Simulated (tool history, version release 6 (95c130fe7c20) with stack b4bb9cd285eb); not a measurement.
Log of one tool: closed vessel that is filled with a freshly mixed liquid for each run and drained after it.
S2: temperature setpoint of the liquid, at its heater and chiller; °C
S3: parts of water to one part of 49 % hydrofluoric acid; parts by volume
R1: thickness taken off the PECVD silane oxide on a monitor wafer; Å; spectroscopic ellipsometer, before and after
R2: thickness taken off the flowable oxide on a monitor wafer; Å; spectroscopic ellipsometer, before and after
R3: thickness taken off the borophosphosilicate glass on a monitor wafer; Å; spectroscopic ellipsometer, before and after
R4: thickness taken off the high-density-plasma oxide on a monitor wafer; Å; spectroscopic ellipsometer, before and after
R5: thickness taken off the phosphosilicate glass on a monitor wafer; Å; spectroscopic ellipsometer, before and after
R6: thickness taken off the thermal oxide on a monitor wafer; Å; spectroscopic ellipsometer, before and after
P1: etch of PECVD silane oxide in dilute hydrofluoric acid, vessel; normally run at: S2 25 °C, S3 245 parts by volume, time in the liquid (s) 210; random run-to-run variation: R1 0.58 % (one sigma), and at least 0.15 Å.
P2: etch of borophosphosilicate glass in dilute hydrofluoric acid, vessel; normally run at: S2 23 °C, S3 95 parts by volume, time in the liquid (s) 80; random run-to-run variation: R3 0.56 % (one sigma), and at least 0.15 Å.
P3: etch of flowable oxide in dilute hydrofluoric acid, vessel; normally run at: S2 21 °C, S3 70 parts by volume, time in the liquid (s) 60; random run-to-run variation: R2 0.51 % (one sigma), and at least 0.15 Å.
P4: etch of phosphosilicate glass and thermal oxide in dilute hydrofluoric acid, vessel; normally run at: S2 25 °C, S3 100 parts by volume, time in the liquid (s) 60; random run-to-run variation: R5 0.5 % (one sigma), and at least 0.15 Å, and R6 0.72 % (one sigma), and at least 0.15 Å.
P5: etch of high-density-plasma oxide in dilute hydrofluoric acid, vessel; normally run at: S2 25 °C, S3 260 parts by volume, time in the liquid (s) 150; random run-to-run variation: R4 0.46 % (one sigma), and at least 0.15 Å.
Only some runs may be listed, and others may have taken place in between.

run 1 hour=8.7 | process_that_ran=P1 S2=25 S3=245 time_in_the_liquid_(s)=210 | R1=333.34
run 2 hour=15.2 | process_that_ran=P3 S2=21 S3=70 time_in_the_liquid_(s)=60 | R2=360.06
run 3 hour=23.4 | process_that_ran=P2 S2=23 S3=95 time_in_the_liquid_(s)=125 | R3=510.15
run 4 hour=34 | process_that_ran=P5 S2=25 S3=260 time_in_the_liquid_(s)=265 | R4=98.123
run 5 hour=47.4 | process_that_ran=P3 S2=21 S3=70 time_in_the_liquid_(s)=60 | R2=359.24
run 6 hour=58.4 | process_that_ran=P1 S2=25 S3=245 time_in_the_liquid_(s)=210 | R1=334.19
run 7 hour=68.7 | process_that_ran=P5 S2=25 S3=260 time_in_the_liquid_(s)=150 | R4=55.684
run 8 hour=81.2 | process_that_ran=P1 S2=25 S3=245 time_in_the_liquid_(s)=210 | R1=332.74
run 9 hour=95.3 | process_that_ran=P2 S2=23 S3=165 time_in_the_liquid_(s)=80 | R3=175.6
run 10 hour=105.1 | process_that_ran=P5 S2=25 S3=395 time_in_the_liquid_(s)=150 | R4=31.944
run 11 hour=112.8 | process_that_ran=P4 S2=25 S3=175 time_in_the_liquid_(s)=60 | R5=192.2 R6=14.808
run 12 hour=123.1 | process_that_ran=P1 S2=17.5 S3=95 time_in_the_liquid_(s)=210 | R1=755.79
run 13 hour=131.2 | process_that_ran=P3 S2=21 S3=70 time_in_the_liquid_(s)=95 | R2=576.11
run 14 hour=144.6 | process_that_ran=P1 S2=28.5 S3=410 time_in_the_liquid_(s)=210 | R1=190.01
run 15 hour=155.6 | process_that_ran=P4 S2=25 S3=100 time_in_the_liquid_(s)=60 | R5=369.82 R6=28.489
run 16 hour=164.7 | process_that_ran=P4 S2=25 S3=100 time_in_the_liquid_(s)=30 | R5=185.97 R6=14.267
run 17 hour=178.8 | process_that_ran=P3 S2=17 S3=70 time_in_the_liquid_(s)=60 | R2=305
run 18 hour=193.1 | process_that_ran=P2 S2=23 S3=95 time_in_the_liquid_(s)=80 | R3=326.21
-- hour=201.1 thermometer replaced
run 19 hour=206.6 | process_that_ran=P3 S2=21 S3=20 time_in_the_liquid_(s)=60 | R2=1358.1
run 20 hour=213.7 | process_that_ran=P5 S2=17 S3=260 time_in_the_liquid_(s)=150 | R4=41.361
run 21 hour=225.7 | process_that_ran=P1 S2=25 S3=245 time_in_the_liquid_(s)=210 | R1=331.27
run 22 hour=237.7 | process_that_ran=P1 S2=18 S3=245 time_in_the_liquid_(s)=210 | R1=257.19
run 23 hour=246.1 | process_that_ran=P1 S2=25 S3=245 time_in_the_liquid_(s)=60 | R1=95.307
run 24 hour=257.7 | process_that_ran=P1 S2=25 S3=245 time_in_the_liquid_(s)=210 | R1=331.61
run 25 hour=264.5 | process_that_ran=P1 S2=25 S3=245 time_in_the_liquid_(s)=405 | R1=647.55
run 26 hour=276.5 | process_that_ran=P5 S2=25 S3=260 time_in_the_liquid_(s)=150 | R4=55.886
run 27 hour=289.5 | process_that_ran=P1 S2=25 S3=375 time_in_the_liquid_(s)=210 | R1=189.49
run 28 hour=300.9 | process_that_ran=P4 S2=31.5 S3=100 time_in_the_liquid_(s)=60 | R5=472.92 R6=36.526
run 29 hour=307.8 | process_that_ran=P1 S2=25 S3=95 time_in_the_liquid_(s)=210 | R1=1028.4
run 30 hour=319.9 | process_that_ran=P1 S2=32 S3=245 time_in_the_liquid_(s)=210 | R1=421.82
run 31 hour=332.1 | process_that_ran=P2 S2=31.5 S3=95 time_in_the_liquid_(s)=80 | R3=453.87
run 32 hour=340.5 | process_that_ran=P1 S2=25 S3=245 time_in_the_liquid_(s)=210 | R1=331.09
run 33 hour=353.9 | process_that_ran=P1 S2=25 S3=245 time_in_the_liquid_(s)=210 | R1=332.91
run 34 hour=363.8 | process_that_ran=P1 S2=25 S3=245 time_in_the_liquid_(s)=210 | R1=324.78
run 35 hour=370.8 | process_that_ran=P1 S2=25 S3=245 time_in_the_liquid_(s)=210 | R1=316.05
run 36 hour=378.9 | process_that_ran=P1 S2=25 S3=245 time_in_the_liquid_(s)=210 | R1=313.88
run 37 hour=389.1 | process_that_ran=P1 S2=25 S3=245 time_in_the_liquid_(s)=210 | R1=310.79
run 38 hour=403.2 | process_that_ran=P1 S2=25 S3=245 time_in_the_liquid_(s)=210 | R1=308.62
run 39 hour=415.4 | process_that_ran=P1 S2=25 S3=245 time_in_the_liquid_(s)=210 | R1=308.52

Run 40 is up next; what results do you expect?
run 40 hour=427 | process_that_ran=P1 S2=25 S3=245 time_in_the_liquid_(s)=210 | R1=?

R1: 305.56 Å
